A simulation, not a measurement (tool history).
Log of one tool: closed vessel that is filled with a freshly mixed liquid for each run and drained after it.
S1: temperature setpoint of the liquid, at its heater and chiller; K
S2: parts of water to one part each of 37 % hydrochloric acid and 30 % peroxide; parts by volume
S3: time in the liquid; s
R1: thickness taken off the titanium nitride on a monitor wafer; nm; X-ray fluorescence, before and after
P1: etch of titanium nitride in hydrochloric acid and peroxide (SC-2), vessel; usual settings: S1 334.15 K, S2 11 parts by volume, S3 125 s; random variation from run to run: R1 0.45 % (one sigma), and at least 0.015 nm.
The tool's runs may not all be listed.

run	hour	S1	S2	S3	R1
1	8.6	334.15	11	125	6.1581
2	17.9	334.15	11	125	6.0639
3	28.6	334.15	19	125	3.7362
# hour 30.4: new drum of peroxide connected
# hour 37.6: thermometer replaced
4	38.9	334.15	11	125	6.0766
5	50.9	334.15	11	30	1.4757
6	56.9	320.65	11	125	2.5324
7	62.8	334.15	11	125	6.1108
8	68.6	334.15	11	235	11.4750
9	76.6	345.15	11	125	11.7770
10	84.8	334.15	11	125	6.0760
11	95.0	334.15	4	125	13.2230
12	100.4	334.15	11	125	6.1001
13	110.6	324.65	4	125	7.2235
14	116.7	334.15	11	125	6.0711
15	125.2	334.15	11	125	6.2719
16	133.9	334.15	11	125	6.4505
17	140.9	334.15	11	125	6.5357
18	151.9	334.15	11	125	6.5563
19	160.0	334.15	11	125	6.5688
20	166.4	334.15	11	125	6.6427
21	172.5	334.15	11	125	6.5710

What P1 gives has crept away from where it was. These 2 causes fit the log equally well, each at the size given:
A: chemicals flow above the setpoint (%) = 9.57
B: liquid hotter than its thermometer reads (K) = 1.24
The creep began at about hour 116.7.
Why every other cause is out:
peroxide weaker than its label (%): at most 8, which would move R1 by -7.4 %: too little, or the wrong way

4 check runs are offered, each on 3 wafers whose results are averaged, their results left as question marks. Which one tells the causes apart?
check 1	178.6	324.65	14	125	?
check 2	178.6	334.15	18	30	?
check 3	178.6	323.15	4	125	?
check 4	178.6	341.15	11	125	?

What each check would give under each cause:
check	result	if A	if B
check 1	R1	2.9154	2.9215
check 2	R1	1.0323	1.0274
check 3	R1	6.9011	7.0577
check 4	R1	10.0970	10.0680
How far apart the two closest causes lie, in the result that separates them most: check 1 0.21 %; check 2 0.48 %; check 3 2.24 %; check 4 0.29 %
Only check 3 tells the causes apart: in the others they would give nearly the same result.

Check 3 was then run and gave: R1 7.0758 nm. Which cause is it?

It is B: liquid hotter than its thermometer reads (K).
